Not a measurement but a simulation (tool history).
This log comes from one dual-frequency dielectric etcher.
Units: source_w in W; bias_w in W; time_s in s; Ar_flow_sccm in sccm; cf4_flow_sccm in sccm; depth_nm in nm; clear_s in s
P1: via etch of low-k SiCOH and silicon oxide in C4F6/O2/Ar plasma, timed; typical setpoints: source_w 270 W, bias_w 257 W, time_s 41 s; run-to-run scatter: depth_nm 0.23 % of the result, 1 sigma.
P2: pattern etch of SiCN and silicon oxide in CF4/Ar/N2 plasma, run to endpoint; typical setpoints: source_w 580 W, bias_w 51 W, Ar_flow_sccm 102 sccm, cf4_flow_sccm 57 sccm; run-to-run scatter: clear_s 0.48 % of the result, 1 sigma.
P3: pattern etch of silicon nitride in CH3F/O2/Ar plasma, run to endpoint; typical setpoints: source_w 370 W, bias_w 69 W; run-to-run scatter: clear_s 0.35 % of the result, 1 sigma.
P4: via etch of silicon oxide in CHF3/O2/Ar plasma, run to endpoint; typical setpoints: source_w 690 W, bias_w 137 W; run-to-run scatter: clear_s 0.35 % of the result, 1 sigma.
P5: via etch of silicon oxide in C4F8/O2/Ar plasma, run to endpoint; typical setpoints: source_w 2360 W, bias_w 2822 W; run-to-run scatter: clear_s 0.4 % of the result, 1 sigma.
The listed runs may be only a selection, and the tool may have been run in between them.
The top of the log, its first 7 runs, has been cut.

run 8 hour=46 | process=P1 source_w=370 bias_w=257 time_s=41 | depth_nm=105.17
run 9 hour=50.5 | process=P1 source_w=270 bias_w=257 time_s=41 | depth_nm=93.577
run 10 hour=56.8 | process=P2 source_w=580 bias_w=51 Ar_flow_sccm=102 cf4_flow_sccm=57 | clear_s=18.683
run 11 hour=63.8 | process=P2 source_w=580 bias_w=51 Ar_flow_sccm=102 cf4_flow_sccm=57 | clear_s=18.742
run 12 hour=69 | process=P2 source_w=420 bias_w=51 Ar_flow_sccm=102 cf4_flow_sccm=57 | clear_s=24.908
run 13 hour=73.5 | process=P3 source_w=370 bias_w=69 | clear_s=53.139
run 14 hour=77.9 | process=P1 source_w=270 bias_w=257 time_s=41 | depth_nm=93.394
run 15 hour=86.2 | process=P5 source_w=2360 bias_w=1990 | clear_s=276.55
run 16 hour=90 | process=P4 source_w=690 bias_w=96 | clear_s=404.38
run 17 hour=97 | process=P1 source_w=270 bias_w=257 time_s=54 | depth_nm=122.95
run 18 hour=104.1 | process=P1 source_w=350 bias_w=257 time_s=53 | depth_nm=133.56
run 19 hour=111.8 | process=P4 source_w=690 bias_w=137 | clear_s=363.08
run 20 hour=120 | process=P5 source_w=1800 bias_w=2822 | clear_s=280
run 21 hour=127 | process=P3 source_w=370 bias_w=69 | clear_s=53.295
run 22 hour=133.7 | process=P4 source_w=690 bias_w=137 | clear_s=363.2
run 23 hour=142.1 | process=P4 source_w=560 bias_w=137 | clear_s=393.41
run 24 hour=147.8 | process=P1 source_w=270 bias_w=257 time_s=41 | depth_nm=92.896
run 25 hour=155.6 | process=P1 source_w=190 bias_w=257 time_s=41 | depth_nm=81.893
run 26 hour=161.8 | process=P1 source_w=170 bias_w=257 time_s=24.5 | depth_nm=46.659
-- hour=163.8 source power generator calibrated
run 27 hour=167.8 | process=P5 source_w=2360 bias_w=2822 | clear_s=250.6
run 28 hour=174 | process=P2 source_w=580 bias_w=51 Ar_flow_sccm=61 cf4_flow_sccm=57 | clear_s=17.084
run 29 hour=181.7 | process=P1 source_w=270 bias_w=157 time_s=41 | depth_nm=79.476
run 30 hour=189.6 | process=P1 source_w=270 bias_w=257 time_s=28.5 | depth_nm=65.02

Run 31 has not been measured yet. What should we expect?
run 31 hour=197 | process=P2 source_w=580 bias_w=71 Ar_flow_sccm=102 cf4_flow_sccm=57 | clear_s=?

{"run 31": {"clear_s": 16.762}}
